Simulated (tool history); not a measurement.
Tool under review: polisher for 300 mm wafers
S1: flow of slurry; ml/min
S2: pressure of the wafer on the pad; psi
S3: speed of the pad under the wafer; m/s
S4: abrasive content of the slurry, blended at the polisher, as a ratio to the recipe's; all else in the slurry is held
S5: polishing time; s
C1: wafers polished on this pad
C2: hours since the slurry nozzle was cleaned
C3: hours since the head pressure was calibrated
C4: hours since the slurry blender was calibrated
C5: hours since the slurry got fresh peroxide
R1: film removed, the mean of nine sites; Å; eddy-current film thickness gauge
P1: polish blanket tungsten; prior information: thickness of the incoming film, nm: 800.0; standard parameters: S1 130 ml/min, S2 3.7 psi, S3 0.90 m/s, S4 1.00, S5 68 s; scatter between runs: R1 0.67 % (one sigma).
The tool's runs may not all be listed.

Run 1, hour 14.9: S1 130 ml/min, S2 3.7 psi, S3 0.90 m/s, S4 1.00, S5 68 s; C1 230; C2 201.4; C3 633.6; C4 113.3; C5 115.7. Result: R1 3476.9 Å.
Run 2, hour 23.1: S1 130 ml/min, S2 3.7 psi, S3 0.90 m/s, S4 1.00, S5 68 s; C1 322; C2 209.6; C3 641.8; C4 121.5; C5 123.9. Result: R1 3456.6 Å.
Run 3, hour 30.9: S1 130 ml/min, S2 3.7 psi, S3 0.90 m/s, S4 1.00, S5 68 s; C1 409; C2 217.4; C3 649.6; C4 129.3; C5 131.7. Result: R1 3471.5 Å.
Run 4, hour 45.1: S1 130 ml/min, S2 3.7 psi, S3 0.90 m/s, S4 0.55, S5 68 s; C1 568; C2 231.6; C3 663.8; C4 143.5; C5 145.9. Result: R1 3026.5 Å.
Run 5, hour 56.2: S1 130 ml/min, S2 2.1 psi, S3 0.90 m/s, S4 1.00, S5 68 s; C1 692; C2 242.7; C3 674.9; C4 154.6; C5 157.0. Result: R1 1963.2 Å.
Run 6, hour 64.0: S1 130 ml/min, S2 3.7 psi, S3 0.90 m/s, S4 1.00, S5 37 s; C1 780; C2 250.5; C3 682.7; C4 162.4; C5 164.8. Result: R1 1897.2 Å.
Run 7, hour 76.9: S1 130 ml/min, S2 3.7 psi, S3 0.90 m/s, S4 1.00, S5 68 s; C1 924; C2 263.4; C3 695.6; C4 175.3; C5 177.7. Result: R1 3476.2 Å.
Run 8, hour 91.3: S1 130 ml/min, S2 3.7 psi, S3 1.34 m/s, S4 1.00, S5 68 s; C1 1085; C2 277.8; C3 710.0; C4 189.7; C5 192.1. Result: R1 5171.7 Å.
Run 9, hour 99.3: S1 130 ml/min, S2 3.7 psi, S3 0.90 m/s, S4 1.00, S5 68 s; C1 1175; C2 285.8; C3 718.0; C4 197.7; C5 200.1. Result: R1 3471.1 Å.
Run 10, hour 107.1: S1 200 ml/min, S2 3.7 psi, S3 0.90 m/s, S4 1.00, S5 68 s; C1 1262; C2 293.6; C3 725.8; C4 205.5; C5 207.9. Result: R1 3697.4 Å.
Run 11, hour 120.4: S1 130 ml/min, S2 3.7 psi, S3 0.90 m/s, S4 1.00, S5 68 s; C1 1411; C2 306.9; C3 739.1; C4 218.8; C5 221.2. Result: R1 3498.5 Å.
Run 12, hour 135.3: S1 130 ml/min, S2 3.7 psi, S3 0.90 m/s, S4 1.50, S5 68 s; C1 1578; C2 321.8; C3 754.0; C4 233.7; C5 236.1. Result: R1 3853.5 Å.
Run 13, hour 144.2: S1 130 ml/min, S2 5.8 psi, S3 0.90 m/s, S4 1.00, S5 68 s; C1 1677; C2 330.7; C3 762.9; C4 242.6; C5 245.0. Result: R1 5489.6 Å.
Run 14, hour 159.9: S1 80 ml/min, S2 3.7 psi, S3 0.90 m/s, S4 1.00, S5 68 s; C1 1853; C2 346.4; C3 778.6; C4 258.3; C5 260.7. Result: R1 3075.3 Å.
Run 15, hour 174.1: S1 130 ml/min, S2 1.9 psi, S3 0.64 m/s, S4 1.00, S5 68 s; C1 2012; C2 360.6; C3 792.8; C4 272.5; C5 274.9. Result: R1 1281.5 Å.
Run 16, hour 187.0: S1 130 ml/min, S2 3.7 psi, S3 0.90 m/s, S4 1.00, S5 107 s; C1 2156; C2 373.5; C3 805.7; C4 285.4; C5 287.8. Result: R1 5505.5 Å.
Run 17, hour 198.8: S1 130 ml/min, S2 3.7 psi, S3 0.44 m/s, S4 1.00, S5 68 s; C1 2288; C2 385.3; C3 817.5; C4 297.2; C5 299.6. Result: R1 1702.9 Å.
Run 18, hour 214.0: S1 130 ml/min, S2 3.7 psi, S3 0.90 m/s, S4 1.00, S5 68 s; C1 2458; C2 400.5; C3 832.7; C4 312.4; C5 314.8. Result: R1 3470.0 Å.
Run 19, hour 229.4: S1 130 ml/min, S2 3.7 psi, S3 0.90 m/s, S4 1.00, S5 68 s; C1 2631; C2 415.9; C3 848.1; C4 327.8; C5 330.2. Result: R1 3340.9 Å.
Run 20, hour 239.7: S1 130 ml/min, S2 3.7 psi, S3 0.90 m/s, S4 1.00, S5 68 s; C1 2746; C2 426.2; C3 858.4; C4 338.1; C5 340.5. Result: R1 3322.6 Å.

Expected results for the next run?
Run 21, hour 251.0: S1 130 ml/min, S2 3.7 psi, S3 0.90 m/s, S4 1.00, S5 68 s; C1 2872; C2 437.5; C3 869.7; C4 349.4; C5 351.8. Result: R1 ?.

Logged for run 21: R1 3256.6 Å.

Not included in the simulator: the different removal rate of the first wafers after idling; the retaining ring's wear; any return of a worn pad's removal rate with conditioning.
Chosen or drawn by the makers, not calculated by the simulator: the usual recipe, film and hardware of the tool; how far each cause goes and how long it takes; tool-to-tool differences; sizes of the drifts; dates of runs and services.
